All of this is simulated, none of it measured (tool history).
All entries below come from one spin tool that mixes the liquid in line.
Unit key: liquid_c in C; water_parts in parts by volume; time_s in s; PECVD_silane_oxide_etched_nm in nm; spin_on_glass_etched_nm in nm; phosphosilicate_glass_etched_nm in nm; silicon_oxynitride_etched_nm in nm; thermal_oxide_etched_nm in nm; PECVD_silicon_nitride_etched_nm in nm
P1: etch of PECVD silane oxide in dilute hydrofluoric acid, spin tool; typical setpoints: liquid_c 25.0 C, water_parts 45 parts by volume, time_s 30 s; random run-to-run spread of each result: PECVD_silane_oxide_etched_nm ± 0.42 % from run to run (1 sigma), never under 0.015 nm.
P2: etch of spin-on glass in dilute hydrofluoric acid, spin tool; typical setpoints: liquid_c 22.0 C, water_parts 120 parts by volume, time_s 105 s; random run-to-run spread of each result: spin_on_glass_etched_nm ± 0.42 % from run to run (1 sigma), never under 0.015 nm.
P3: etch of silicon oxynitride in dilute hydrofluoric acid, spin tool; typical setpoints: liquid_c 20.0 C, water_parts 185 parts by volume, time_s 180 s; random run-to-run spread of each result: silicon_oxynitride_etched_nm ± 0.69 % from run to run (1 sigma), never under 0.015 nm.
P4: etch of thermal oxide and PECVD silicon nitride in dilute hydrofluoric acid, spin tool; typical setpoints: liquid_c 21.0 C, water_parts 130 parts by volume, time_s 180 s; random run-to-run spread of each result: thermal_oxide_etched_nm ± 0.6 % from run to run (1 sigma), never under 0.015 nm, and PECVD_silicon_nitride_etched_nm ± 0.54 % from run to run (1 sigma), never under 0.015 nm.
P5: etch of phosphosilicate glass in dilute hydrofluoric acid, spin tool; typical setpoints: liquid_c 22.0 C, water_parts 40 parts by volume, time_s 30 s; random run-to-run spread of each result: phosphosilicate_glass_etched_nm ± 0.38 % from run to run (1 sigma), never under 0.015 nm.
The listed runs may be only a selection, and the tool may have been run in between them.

run   hour  process  liquid_c  water_parts  time_s  PECVD_silane_oxide_etched_nm  spin_on_glass_etched_nm  phosphosilicate_glass_etched_nm  silicon_oxynitride_etched_nm  thermal_oxide_etched_nm  PECVD_silicon_nitride_etched_nm
  1    7.3       P1      25.0           45      30                        20.115
  2   13.4       P1      25.0           65      30                        13.596
  3   20.4       P1      25.0           45      15                        10.069
  4   28.6       P1      25.0           45      30                        20.092
  5   35.3       P2      22.0          120     105                                                 33.973
  6   43.8       P2      22.0           50     105                                                 89.155
  7   48.8       P1      17.0           45      30                        14.311
  8   53.3       P1      25.0           45      30                        20.196
      59.2  -- thermometer replaced
  9   60.2       P5      22.0           20      30                                                                                 257.910
 10   68.9       P1      25.0           45      60                        39.919
 11   74.2       P1      25.0           30      50                        50.884
 12   83.1       P3      20.0          185     180                                                                                                               3.52760
 13   90.4       P3      24.5          185     180                                                                                                               4.33190
 14   96.4       P1      25.0           45      30                        19.936
      98.4  -- hydrofluoric acid flow meter replaced
 15  102.5       P3      20.0           80     180                                                                                                               8.70840
 16  108.9       P4      21.0          130     180                                                                                                                                         5.5972                           6.6437
 17  115.8       P2      22.0          120     105                                                 34.245
 18  119.6       P5      22.0           40      30                                                                                 126.890
 19  126.8       P1      25.0           30      30                        30.788
 20  134.5       P3      20.0          185      40                                                                                                               0.77736
 21  139.0       P1      25.0           45      30                        20.194
 22  144.1       P4      21.0          190     180                                                                                                                                         3.5354                           4.5990
 23  150.3       P4      21.0          130     315                                                                                                                                         9.7413                          11.5990
 24  157.2       P1      32.5           45      30                        27.340
 25  161.3       P2      26.0          120     105                                                 39.753
 26  165.6       P5      27.0           40      30                                                                                 155.780
 27  170.9       P2      22.0          120      45                                                 14.537
 28  175.4       P5      22.0           40      15                                                                                  62.836
 29  182.2       P4      21.0          130     180                                                                                                                                         5.5060                           6.6583
 30  188.8       P4      17.0          130     180                                                                                                                                         4.7028                           5.1104
 31  194.3       P1      25.0           45      30                        20.072
 32  199.2       P1      25.0           45      30                        20.137
 33  204.3       P1      25.0           45      30                        20.668
 34  208.3       P1      25.0           45      30                        21.072
 35  216.0       P1      25.0           45      30                        21.487
 36  222.6       P1      25.0           45      30                        21.628
 37  227.9       P1      25.0           45      30                        21.710
 38  235.3       P1      25.0           45      30                        21.788
 39  243.2       P1      25.0           45      30                        22.016
 40  248.6       P1      25.0           45      30                        21.877

P1 has crept away from where it was. The log is fitted equally well by each of these 2 causes, at the sizes shown:
A: hydrofluoric acid flow above the setpoint (%) = 8.89
B: liquid hotter than its thermometer reads (K) = 2.23
The process output started creeping at around hour 199.2.

Question marks stand in for the results of the 4 check runs listed below, each run on one wafer. Under which run would the listed causes show clearly different results?
check 1  254.0       P4      21.0          130     180                                                                                                                                              ?                                ?
check 2  254.0       P3      20.0          185     180                                                                                                                     ?
check 3  254.0       P2      22.0          120     105                                                      ?
check 4  254.0       P5      22.0           40      30                                                                                       ?

What each check would give under each cause:
  check                           result     if A     if B
check 1          thermal_oxide_etched_nm   6.1119   6.0584
check 1  PECVD_silicon_nitride_etched_nm   7.2397   7.7191
check 2     silicon_oxynitride_etched_nm  3.87860  3.90960
check 3          spin_on_glass_etched_nm   37.525   37.203
check 4  phosphosilicate_glass_etched_nm  138.040  138.550
Separation of the two closest causes in each check, using whichever result separates them best: check 1 6.41 %; check 2 0.8 %; check 3 0.86 %; check 4 0.37 %
Check 1 distinguishes between the causes, while the remaining checks would return nearly the same result for all of them.

Then check 1 was run and gave: thermal_oxide_etched_nm 6.1217 nm; PECVD_silicon_nitride_etched_nm 7.7194 nm. Which cause is it?

B is the cause: liquid hotter than its thermometer reads (K).
